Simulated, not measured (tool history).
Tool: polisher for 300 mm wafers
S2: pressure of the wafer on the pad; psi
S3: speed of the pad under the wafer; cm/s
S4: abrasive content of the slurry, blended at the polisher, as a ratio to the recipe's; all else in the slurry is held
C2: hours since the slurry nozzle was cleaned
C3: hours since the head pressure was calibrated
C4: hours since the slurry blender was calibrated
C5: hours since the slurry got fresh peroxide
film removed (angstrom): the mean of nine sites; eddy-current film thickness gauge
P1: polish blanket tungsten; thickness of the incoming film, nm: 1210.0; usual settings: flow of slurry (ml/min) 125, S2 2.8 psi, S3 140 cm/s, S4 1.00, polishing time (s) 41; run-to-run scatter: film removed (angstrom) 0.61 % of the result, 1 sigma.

Run 1, hour 10.9: flow of slurry (ml/min) 125, S2 2.8 psi, S3 140 cm/s, S4 1.00, polishing time (s) 41; wafers polished on this pad 471; C2 100.2; C3 827.3; C4 91.7; C5 68.9. Result: film removed (angstrom) 2331.0.
Run 2, hour 22.3: flow of slurry (ml/min) 125, S2 2.8 psi, S3 140 cm/s, S4 1.00, polishing time (s) 59; wafers polished on this pad 580; C2 111.6; C3 838.7; C4 103.1; C5 80.3. Result: film removed (angstrom) 3350.6.
Run 3, hour 30.0: flow of slurry (ml/min) 125, S2 2.8 psi, S3 140 cm/s, S4 1.00, polishing time (s) 41; wafers polished on this pad 654; C2 119.3; C3 846.4; C4 110.8; C5 88.0. Result: film removed (angstrom) 2334.1.
Run 4, hour 35.8: flow of slurry (ml/min) 125, S2 2.8 psi, S3 176 cm/s, S4 0.65, polishing time (s) 41; wafers polished on this pad 709; C2 125.1; C3 852.2; C4 116.6; C5 93.8. Result: film removed (angstrom) 2666.0.
Run 5, hour 43.5: flow of slurry (ml/min) 125, S2 2.8 psi, S3 140 cm/s, S4 1.35, polishing time (s) 41; wafers polished on this pad 782; C2 132.8; C3 859.9; C4 124.3; C5 101.5. Result: film removed (angstrom) 2504.8.
Run 6, hour 50.9: flow of slurry (ml/min) 125, S2 2.8 psi, S3 140 cm/s, S4 1.00, polishing time (s) 41; wafers polished on this pad 853; C2 140.2; C3 867.3; C4 131.7; C5 108.9. Result: film removed (angstrom) 2343.3.
Run 7, hour 58.5: flow of slurry (ml/min) 75, S2 2.8 psi, S3 140 cm/s, S4 1.00, polishing time (s) 41; wafers polished on this pad 926; C2 147.8; C3 874.9; C4 139.3; C5 116.5. Result: film removed (angstrom) 2052.2.
Run 8, hour 69.9: flow of slurry (ml/min) 165, S2 2.8 psi, S3 140 cm/s, S4 1.00, polishing time (s) 28; wafers polished on this pad 1035; C2 159.2; C3 886.3; C4 150.7; C5 127.9. Result: film removed (angstrom) 1685.8.
Run 9, hour 75.5: flow of slurry (ml/min) 125, S2 2.8 psi, S3 140 cm/s, S4 1.00, polishing time (s) 41; wafers polished on this pad 1088; C2 164.8; C3 891.9; C4 156.3; C5 133.5. Result: film removed (angstrom) 2315.1.
Run 10, hour 82.2: flow of slurry (ml/min) 125, S2 2.8 psi, S3 64 cm/s, S4 1.00, polishing time (s) 41; wafers polished on this pad 1152; C2 171.5; C3 898.6; C4 163.0; C5 140.2. Result: film removed (angstrom) 1060.7.
Run 11, hour 94.0: flow of slurry (ml/min) 125, S2 1.5 psi, S3 140 cm/s, S4 1.00, polishing time (s) 41; wafers polished on this pad 1265; C2 183.3; C3 910.4; C4 174.8; C5 152.0. Result: film removed (angstrom) 1256.5.
Run 12, hour 99.9: flow of slurry (ml/min) 125, S2 2.8 psi, S3 140 cm/s, S4 1.00, polishing time (s) 41; wafers polished on this pad 1321; C2 189.2; C3 916.3; C4 180.7; C5 157.9. Result: film removed (angstrom) 2309.8.
Run 13, hour 109.3: flow of slurry (ml/min) 125, S2 2.8 psi, S3 140 cm/s, S4 1.00, polishing time (s) 19; wafers polished on this pad 1411; C2 198.6; C3 925.7; C4 190.1; C5 167.3. Result: film removed (angstrom) 1087.0.
Run 14, hour 119.7: flow of slurry (ml/min) 125, S2 2.8 psi, S3 212 cm/s, S4 1.00, polishing time (s) 41; wafers polished on this pad 1510; C2 209.0; C3 936.1; C4 200.5; C5 177.7. Result: film removed (angstrom) 3496.1.
Run 15, hour 128.5: flow of slurry (ml/min) 125, S2 4.1 psi, S3 140 cm/s, S4 1.00, polishing time (s) 41; wafers polished on this pad 1594; C2 217.8; C3 944.9; C4 209.3; C5 186.5. Result: film removed (angstrom) 3404.9.
Run 16, hour 135.6: flow of slurry (ml/min) 125, S2 2.8 psi, S3 140 cm/s, S4 0.60, polishing time (s) 41; wafers polished on this pad 1662; C2 224.9; C3 952.0; C4 216.4; C5 193.6. Result: film removed (angstrom) 2068.7.
Run 17, hour 147.3: flow of slurry (ml/min) 180, S2 2.8 psi, S3 140 cm/s, S4 1.00, polishing time (s) 41; wafers polished on this pad 1774; C2 236.6; C3 963.7; C4 228.1; C5 205.3. Result: film removed (angstrom) 2514.8.
Run 18, hour 158.7: flow of slurry (ml/min) 125, S2 2.8 psi, S3 140 cm/s, S4 1.00, polishing time (s) 41; wafers polished on this pad 1882; C2 248.0; C3 975.1; C4 239.5; C5 216.7. Result: film removed (angstrom) 2334.0.
Run 19, hour 168.0: flow of slurry (ml/min) 125, S2 2.8 psi, S3 140 cm/s, S4 1.00, polishing time (s) 41; wafers polished on this pad 1971; C2 257.3; C3 984.4; C4 248.8; C5 226.0. Result: film removed (angstrom) 2208.6.
Run 20, hour 173.5: flow of slurry (ml/min) 125, S2 2.8 psi, S3 140 cm/s, S4 1.00, polishing time (s) 41; wafers polished on this pad 2024; C2 262.8; C3 989.9; C4 254.3; C5 231.5. Result: film removed (angstrom) 2174.5.
At hour 174.3: slurry blender recalibrated.
Run 21, hour 179.3: flow of slurry (ml/min) 125, S2 2.8 psi, S3 140 cm/s, S4 1.00, polishing time (s) 41; wafers polished on this pad 2079; C2 268.6; C3 995.7; C4 5.1; C5 237.3. Result: film removed (angstrom) 2136.4.
At hour 185.2: head pressure recalibrated.
At hour 187.5: worn pad replaced by a new one.
Run 22, hour 189.8: flow of slurry (ml/min) 125, S2 2.8 psi, S3 140 cm/s, S4 1.00, polishing time (s) 41; wafers polished on this pad 22; C2 279.1; C3 4.7; C4 15.6; C5 247.8. Result: film removed (angstrom) 2143.6.
Run 23, hour 195.8: flow of slurry (ml/min) 125, S2 2.8 psi, S3 140 cm/s, S4 1.00, polishing time (s) 41; wafers polished on this pad 79; C2 285.1; C3 10.7; C4 21.6; C5 253.8. Result: film removed (angstrom) 2129.9.
Run 24, hour 201.5: flow of slurry (ml/min) 125, S2 2.8 psi, S3 140 cm/s, S4 1.00, polishing time (s) 41; wafers polished on this pad 133; C2 290.8; C3 16.4; C4 27.3; C5 259.5. Result: film removed (angstrom) 2115.5.

What P1 gives has crept away from where it was. These 2 causes fit the log equally well, each at the size given:
A: slurry flow missing at the pad, % = 31.5
B: peroxide lost from the slurry, % = 21
The creep began at about hour 158.7.
Why every other cause is out:
removal rate lost through wear of the pad, %: serviced at hour 187.5, which brought nothing back
head's pressure below its setpoint, %: serviced at hour 185.2, which brought nothing back
abrasive missing from the slurry, %: serviced at hour 174.3, which brought nothing back

4 check runs are offered, each on 2 wafers whose results are averaged, their results left as question marks. Which one tells the causes apart?
Run check 1, hour 207.2: flow of slurry (ml/min) 125, S2 2.8 psi, S3 66 cm/s, S4 1.00, polishing time (s) 22. Result: film removed (angstrom) ?.
Run check 2, hour 207.2: flow of slurry (ml/min) 125, S2 2.8 psi, S3 140 cm/s, S4 1.00, polishing time (s) 28. Result: film removed (angstrom) ?.
Run check 3, hour 207.2: flow of slurry (ml/min) 90, S2 3.4 psi, S3 140 cm/s, S4 1.00, polishing time (s) 41. Result: film removed (angstrom) ?.
Run check 4, hour 207.2: flow of slurry (ml/min) 125, S2 2.8 psi, S3 140 cm/s, S4 1.00, polishing time (s) 52. Result: film removed (angstrom) ?.

What each check would give under each cause:
  check                   result     if A     if B
check 1  film removed (angstrom)   537.88   537.85
check 2  film removed (angstrom)  1452.10  1452.10
check 3  film removed (angstrom)  2317.00  2387.90
check 4  film removed (angstrom)  2696.80  2696.70
How far apart the two closest causes lie, in the result that separates them most: check 1 0 %; check 2 0 %; check 3 3.02 %; check 4 0 %
Only check 3 tells the causes apart: in the others they would give nearly the same result.

Then check 3 was run and gave: film removed (angstrom) 2385.10. Which cause is it?

It is B: peroxide lost from the slurry, %.

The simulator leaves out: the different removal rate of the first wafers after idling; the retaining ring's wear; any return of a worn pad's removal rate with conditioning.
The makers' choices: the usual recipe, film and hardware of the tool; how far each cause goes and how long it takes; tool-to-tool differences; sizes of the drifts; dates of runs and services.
